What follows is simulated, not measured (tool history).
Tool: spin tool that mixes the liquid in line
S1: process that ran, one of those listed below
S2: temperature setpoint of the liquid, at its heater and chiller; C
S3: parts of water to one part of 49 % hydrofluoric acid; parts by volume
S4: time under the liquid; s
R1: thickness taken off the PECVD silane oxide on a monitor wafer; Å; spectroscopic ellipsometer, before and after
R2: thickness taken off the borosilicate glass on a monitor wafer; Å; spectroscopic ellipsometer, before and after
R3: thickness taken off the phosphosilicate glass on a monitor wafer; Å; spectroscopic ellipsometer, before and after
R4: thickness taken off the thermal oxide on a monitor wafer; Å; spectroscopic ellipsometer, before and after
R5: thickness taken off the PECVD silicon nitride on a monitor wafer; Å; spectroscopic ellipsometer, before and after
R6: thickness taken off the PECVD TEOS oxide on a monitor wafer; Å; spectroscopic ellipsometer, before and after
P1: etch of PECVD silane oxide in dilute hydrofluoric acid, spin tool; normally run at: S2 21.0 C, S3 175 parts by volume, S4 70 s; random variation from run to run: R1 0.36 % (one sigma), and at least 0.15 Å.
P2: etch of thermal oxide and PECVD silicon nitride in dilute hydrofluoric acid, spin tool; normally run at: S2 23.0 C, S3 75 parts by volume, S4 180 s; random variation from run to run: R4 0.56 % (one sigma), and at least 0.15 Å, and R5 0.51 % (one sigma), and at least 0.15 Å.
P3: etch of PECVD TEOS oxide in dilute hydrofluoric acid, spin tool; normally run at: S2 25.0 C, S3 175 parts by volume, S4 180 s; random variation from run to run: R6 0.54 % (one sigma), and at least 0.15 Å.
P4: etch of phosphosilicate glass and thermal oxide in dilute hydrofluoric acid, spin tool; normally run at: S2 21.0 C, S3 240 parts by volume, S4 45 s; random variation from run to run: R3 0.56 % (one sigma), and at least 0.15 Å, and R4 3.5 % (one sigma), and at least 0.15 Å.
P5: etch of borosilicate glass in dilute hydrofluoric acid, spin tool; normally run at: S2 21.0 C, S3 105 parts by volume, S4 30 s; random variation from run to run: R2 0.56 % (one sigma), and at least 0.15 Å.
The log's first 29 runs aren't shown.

run   hour  S1    S2   S3   S4       R1  R2  R3        R4      R5      R6
 30  354.5  P3  25.0  175  180                                     88.950
 31  364.2  P1  21.0  175   70  109.220
 32  375.5  P2  23.0   75  180                   118.0000  125.31
 33  384.1  P1  21.0  175   70  109.980
 34  391.1  P1  21.0  175   70  107.910
 35  405.3  P1  21.0  175   70  104.660
 36  416.3  P1  21.0  175   70  103.200
 37  430.7  P1  21.0  175   70  102.840
 38  438.9  P1  21.0  175   70  102.390
 39  452.1  P1  21.0  175   70  102.160
 40  461.8  P1  21.0  175   70  100.860
 41  469.5  P1  21.0  175   70  101.590
 42  477.1  P1  21.0  175   70  101.100

The next listed run, before its measurement:
 43  485.4  P1  21.0  175  70   ?

Run 43 gave R1 101.570 Å.
